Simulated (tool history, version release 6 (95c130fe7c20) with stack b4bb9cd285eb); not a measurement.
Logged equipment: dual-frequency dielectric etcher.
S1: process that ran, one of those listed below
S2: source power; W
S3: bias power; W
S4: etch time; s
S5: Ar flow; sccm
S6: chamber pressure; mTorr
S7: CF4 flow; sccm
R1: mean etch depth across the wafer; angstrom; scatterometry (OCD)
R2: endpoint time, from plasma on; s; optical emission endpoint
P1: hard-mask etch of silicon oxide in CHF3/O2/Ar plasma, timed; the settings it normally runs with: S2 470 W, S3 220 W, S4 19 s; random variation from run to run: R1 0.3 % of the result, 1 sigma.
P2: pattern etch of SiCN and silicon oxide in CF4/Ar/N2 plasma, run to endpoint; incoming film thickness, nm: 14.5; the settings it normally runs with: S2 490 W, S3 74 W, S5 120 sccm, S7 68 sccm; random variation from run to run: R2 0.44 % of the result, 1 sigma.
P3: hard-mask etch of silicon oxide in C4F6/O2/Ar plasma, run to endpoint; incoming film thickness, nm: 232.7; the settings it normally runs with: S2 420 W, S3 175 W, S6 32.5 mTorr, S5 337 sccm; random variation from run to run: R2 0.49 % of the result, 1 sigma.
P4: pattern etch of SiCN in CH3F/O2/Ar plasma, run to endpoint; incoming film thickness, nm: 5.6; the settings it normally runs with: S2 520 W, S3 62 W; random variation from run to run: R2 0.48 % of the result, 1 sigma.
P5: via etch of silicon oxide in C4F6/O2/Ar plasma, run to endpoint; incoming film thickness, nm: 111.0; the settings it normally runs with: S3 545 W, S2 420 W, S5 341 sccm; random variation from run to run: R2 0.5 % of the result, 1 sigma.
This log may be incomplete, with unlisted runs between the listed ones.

run	hour	S1	S2	S3	S4	S5	S6	S7	R1	R2
1	5.7	P1	470	220	19				373.83	
2	10.1	P1	470	220	19				374.06	
3	18.1	P1	470	220	19				377.29	
4	22.5	P5	420	337		341				28.381
5	27.1	P1	470	220	19				373.49	
6	35.2	P3	540	175		337	32.5			65.674
7	40.1	P3	420	175		337	32.5			72.499
8	47.5	P1	470	220	13				255.71	
9	51.3	P2	490	74		84		68		15.004
10	56.3	P4	520	62						14.008
11	62.7	P1	470	220	19				376.57	
12	67.9	P2	390	74		120		68		19.508
13	75.4	P1	470	220	19				375.25	
14	83.3	P2	490	74		120		43		17.275
15	90.2	P1	360	220	19				339.05	
16	97	P1	390	289	19				387.5	
17	103.6	P5	420	545		341				24.1
18	107.8	P5	330	545		341				26.108
19	112.2	P2	490	74		120		68		15.985
20	118.4	P4	520	44						15.788
21	122.3	P1	470	312	19				425.54	
22	130.5	P1	470	139	19				319.53	
23	136.8	P1	470	220	25.5				503.77	
24	144.6	P2	490	96		120		68		14.524
25	148.5	P5	420	545		209				22.833
26	153.6	P1	630	220	11				242.75	
27	159.6	P1	620	220	23.5				517.6	
28	167.9	P5	420	545		341				23.868
29	175.5	P3	420	245		337	32.5			64.574
30	180.1	P1	470	220	19				376.2	
31	184.8	P3	420	175		337	39.5			74.188
32	192.6	P1	610	220	19				413.85	
33	198	P4	700	62						12.506
34	204	P3	420	175		224	32.5			69.801
35	211.2	P1	470	220	19				376.48	
36	219.8	P1	470	220	19				378.53	
37	225.7	P1	470	220	19				380.19	
38	229.6	P1	470	220	19				379.84	
# hour 230.5: wet clean of the chamber
39	238.1	P1	470	220	19				379.91	
40	242	P1	470	220	19				380.51	
41	247.4	P1	470	220	19				381.94	
42	252.4	P1	470	220	19				381.19	
43	256.6	P1	470	220	19				381.92	

The log shows P1 creeping away from where it was. Any of the 2 causes listed here, at the size stated for it, fits the log just as well as the others:
A: bias power that arrives over what is set, % = 4.3
B: source power that arrives over what is set, % = 4.06
At approximately hour 211.2, the process output began to creep.
The rest of the possible causes, and what rules out each one:
chamber walls in a state that raises the etch rate, %: its service at hour 230.5 followed the start of the drift and did not put the process back to its old value

Which of the check runs below tells the causes apart, meaning the causes would give it clearly different results? Each run uses 3 wafers whose results are averaged, and each result is shown as a question mark.
check 1	260.8	P2	490	74		120		68		?
check 2	260.8	P3	420	175		337	32.5			?
check 3	260.8	P4	520	62						?
check 4	260.8	P5	420	545		341				?

Outcome of each check run for each possible cause:
check	result	if A	if B
check 1	R2	15.702	15.388
check 2	R2	71.578	71.412
check 3	R2	13.89	13.875
check 4	R2	23.598	23.629
Per check, the gap between the least separated pair of causes, taken in the result that splits them most: check 1 2.02 %; check 2 0.23 %; check 3 0.11 %; check 4 0.13 %
Of the check runs offered, only check 1 discriminates between the causes; the rest would read about the same regardless of which cause applies.

Running check 1 produced the following: R2 15.394 s. Which one of the listed causes fits?

Of the candidate causes, it is B: source power that arrives over what is set, %.

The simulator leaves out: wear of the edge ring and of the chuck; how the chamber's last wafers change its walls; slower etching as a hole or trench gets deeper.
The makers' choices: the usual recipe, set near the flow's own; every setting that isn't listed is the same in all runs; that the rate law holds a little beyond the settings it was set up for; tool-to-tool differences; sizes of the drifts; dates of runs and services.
